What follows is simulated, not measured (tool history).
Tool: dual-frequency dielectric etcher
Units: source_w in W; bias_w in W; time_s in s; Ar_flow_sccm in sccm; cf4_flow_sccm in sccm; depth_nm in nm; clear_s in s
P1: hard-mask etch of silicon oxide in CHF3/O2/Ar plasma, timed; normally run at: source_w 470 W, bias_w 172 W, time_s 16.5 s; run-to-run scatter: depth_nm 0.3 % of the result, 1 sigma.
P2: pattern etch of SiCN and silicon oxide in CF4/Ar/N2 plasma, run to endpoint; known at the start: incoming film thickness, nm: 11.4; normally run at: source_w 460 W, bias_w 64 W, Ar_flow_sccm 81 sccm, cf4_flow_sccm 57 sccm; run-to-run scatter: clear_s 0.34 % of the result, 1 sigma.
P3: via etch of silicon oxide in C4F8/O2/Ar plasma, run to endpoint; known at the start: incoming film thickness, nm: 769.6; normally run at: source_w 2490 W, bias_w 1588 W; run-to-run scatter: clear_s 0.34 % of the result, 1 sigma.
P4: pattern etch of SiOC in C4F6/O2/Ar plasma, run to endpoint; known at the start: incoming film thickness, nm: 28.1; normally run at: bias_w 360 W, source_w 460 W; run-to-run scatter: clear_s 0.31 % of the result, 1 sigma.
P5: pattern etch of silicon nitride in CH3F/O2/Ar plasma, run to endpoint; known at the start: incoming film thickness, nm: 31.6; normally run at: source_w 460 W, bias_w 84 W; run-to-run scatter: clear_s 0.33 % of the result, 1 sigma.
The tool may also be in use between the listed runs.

| run | hour | process | source_w | bias_w | time_s | Ar_flow_sccm | cf4_flow_sccm | hours since the last wet clean | hours since the last source power generator calibration | hours since the last bias power generator calibration | depth_nm | clear_s |
|---|---|---|---|---|---|---|---|---|---|---|---|---|
| 1 | 11.9 | P1 | 470 | 172 | 16.5 |  |  | 270.5 | 503.5 | 496.2 | 29.521 |  |
| 2 | 20.8 | P4 | 460 | 219 |  |  |  | 279.4 | 512.4 | 505.1 |  | 12.408 |
| 3 | 26.3 | P3 | 2490 | 1588 |  |  |  | 284.9 | 517.9 | 510.6 |  | 147 |
| 4 | 33.4 | P1 | 470 | 172 | 16.5 |  |  | 292 | 525 | 517.7 | 29.47 |  |
| 5 | 40.3 | P1 | 470 | 172 | 16.5 |  |  | 298.9 | 531.9 | 524.6 | 29.724 |  |
| 6 | 51.3 | P1 | 350 | 172 | 16.5 |  |  | 309.9 | 542.9 | 535.6 | 26.398 |  |
| 7 | 58.9 | P2 | 460 | 64 |  | 81 | 79 | 317.5 | 550.5 | 543.2 |  | 12.324 |
| 8 | 68.8 | P1 | 370 | 118 | 16.5 |  |  | 327.4 | 560.4 | 553.1 | 23.946 |  |
| 9 | 74.7 | P5 | 460 | 50 |  |  |  | 333.3 | 566.3 | 559 |  | 49.199 |
| 10 | 84 | P2 | 460 | 64 |  | 81 | 57 | 342.6 | 575.6 | 568.3 |  | 12.946 |
| 11 | 90.8 | P4 | 460 | 360 |  |  |  | 349.4 | 582.4 | 575.1 |  | 10.495 |
| 12 | 103.5 | P1 | 470 | 139 | 23.5 |  |  | 362.1 | 595.1 | 587.8 | 39.544 |  |
| 13 | 111.3 | P5 | 460 | 84 |  |  |  | 369.9 | 602.9 | 595.6 |  | 41.862 |
| 14 | 121.7 | P2 | 460 | 64 |  | 66 | 57 | 380.3 | 613.3 | 606 |  | 12.566 |
| 15 | 128.3 | P3 | 2490 | 2204 |  |  |  | 386.9 | 619.9 | 612.6 |  | 133.86 |
| 16 | 140.4 | P1 | 470 | 172 | 16.5 |  |  | 399 | 632 | 624.7 | 29.668 |  |
| 17 | 148.1 | P1 | 470 | 172 | 9 |  |  | 406.7 | 639.7 | 632.4 | 16.182 |  |
| 18 | 155.2 | P5 | 630 | 84 |  |  |  | 413.8 | 646.8 | 639.5 |  | 36.809 |
| 19 | 166.6 | P4 | 260 | 360 |  |  |  | 425.2 | 658.2 | 650.9 |  | 13.009 |
| 20 | 175.3 | P2 | 460 | 78 |  | 81 | 57 | 433.9 | 666.9 | 659.6 |  | 12.095 |
| 21 | 184.6 | P1 | 470 | 172 | 16.5 |  |  | 443.2 | 676.2 | 668.9 | 29.815 |  |
| 22 | 195.2 | P1 | 470 | 172 | 22.5 |  |  | 453.8 | 686.8 | 679.5 | 40.523 |  |
| 23 | 206.4 | P2 | 290 | 64 |  | 81 | 57 | 465 | 698 | 690.7 |  | 19.474 |
| 24 | 212.7 | P3 | 2490 | 1588 |  |  |  | 471.3 | 704.3 | 697 |  | 147.01 |
| 25 | 224.4 | P1 | 470 | 120 | 16.5 |  |  | 483 | 716 | 708.7 | 26.487 |  |
| 26 | 236.7 | P3 | 1630 | 1588 |  |  |  | 495.3 | 728.3 | 721 |  | 173.27 |
| 27 | 248.5 | P1 | 550 | 216 | 16.5 |  |  | 507.1 | 740.1 | 732.8 | 34.178 |  |
| 28 | 256 | P4 | 460 | 360 |  |  |  | 514.6 | 747.6 | 740.3 |  | 10.485 |
| 29 | 263.6 | P1 | 600 | 172 | 16.5 |  |  | 522.2 | 755.2 | 747.9 | 32.654 |  |
| 30 | 269.1 | P1 | 470 | 222 | 16.5 |  |  | 527.7 | 760.7 | 753.4 | 32.585 |  |
| 31 | 279.1 | P1 | 470 | 172 | 16.5 |  |  | 537.7 | 770.7 | 763.4 | 29.569 |  |
| 32 | 286.9 | P1 | 470 | 172 | 16.5 |  |  | 545.5 | 778.5 | 771.2 | 29.641 |  |
| 33 | 298.6 | P1 | 470 | 172 | 16.5 |  |  | 557.2 | 790.2 | 782.9 | 29.473 |  |
| 34 | 307.9 | P1 | 470 | 172 | 16.5 |  |  | 566.5 | 799.5 | 792.2 | 29.304 |  |
| 35 | 320 | P1 | 470 | 172 | 16.5 |  |  | 578.6 | 811.6 | 804.3 | 29.314 |  |
| 36 | 330.1 | P1 | 470 | 172 | 16.5 |  |  | 588.7 | 821.7 | 814.4 | 29.368 |  |
|  | 330.5 | wet clean of the chamber |
| 37 | 337.2 | P1 | 470 | 172 | 16.5 |  |  | 6.7 | 828.8 | 821.5 | 29.316 |  |
| 38 | 345 | P1 | 470 | 172 | 16.5 |  |  | 14.5 | 836.6 | 829.3 | 29.362 |  |
| 39 | 353.2 | P1 | 470 | 172 | 16.5 |  |  | 22.7 | 844.8 | 837.5 | 29.217 |  |
| 40 | 361.7 | P1 | 470 | 172 | 16.5 |  |  | 31.2 | 853.3 | 846 | 29.335 |  |
| 41 | 372.9 | P1 | 470 | 172 | 16.5 |  |  | 42.4 | 864.5 | 857.2 | 29.222 |  |
| 42 | 385 | P1 | 470 | 172 | 16.5 |  |  | 54.5 | 876.6 | 869.3 | 29.282 |  |
| 43 | 396 | P1 | 470 | 172 | 16.5 |  |  | 65.5 | 887.6 | 880.3 | 29.149 |  |

What P1 gives has crept away from where it was. These 2 causes fit the log equally well, each at the size given:
A: bias power that arrives under what is set, % = 4.33
B: source power that arrives under what is set, % = 3.84
The creep began at about hour 286.9.
Why every other cause is out:
chamber walls in a state that lowers the etch rate, %: serviced at hour 330.5, which brought nothing back

4 check runs are offered, each on 2 wafers whose results are averaged, their results left as question marks. Which one tells the causes apart?
| check 1 | 407 | P5 | 620 | 62 |  |  |  |  |  |  |  | ? |
| check 2 | 407 | P4 | 290 | 236 |  |  |  |  |  |  |  | ? |
| check 3 | 407 | P3 | 2490 | 2194 |  |  |  |  |  |  |  | ? |
| check 4 | 407 | P2 | 350 | 64 |  | 81 | 74 |  |  |  |  | ? |

What each check would give under each cause:
| check | result | if A | if B |
|---|---|---|---|
| check 1 | clear_s | 41.647 | 41.695 |
| check 2 | clear_s | 14.701 | 14.703 |
| check 3 | clear_s | 135.88 | 136.28 |
| check 4 | clear_s | 16.115 | 16.45 |
How far apart the two closest causes lie, in the result that separates them most: check 1 0.12 %; check 2 0.01 %; check 3 0.3 %; check 4 2.05 %
Check 4 tells the causes apart: in the others they would give nearly the same result.

Check 4 was then run and gave: clear_s 16.124 s. Which cause is it?

It is A: bias power that arrives under what is set, %.

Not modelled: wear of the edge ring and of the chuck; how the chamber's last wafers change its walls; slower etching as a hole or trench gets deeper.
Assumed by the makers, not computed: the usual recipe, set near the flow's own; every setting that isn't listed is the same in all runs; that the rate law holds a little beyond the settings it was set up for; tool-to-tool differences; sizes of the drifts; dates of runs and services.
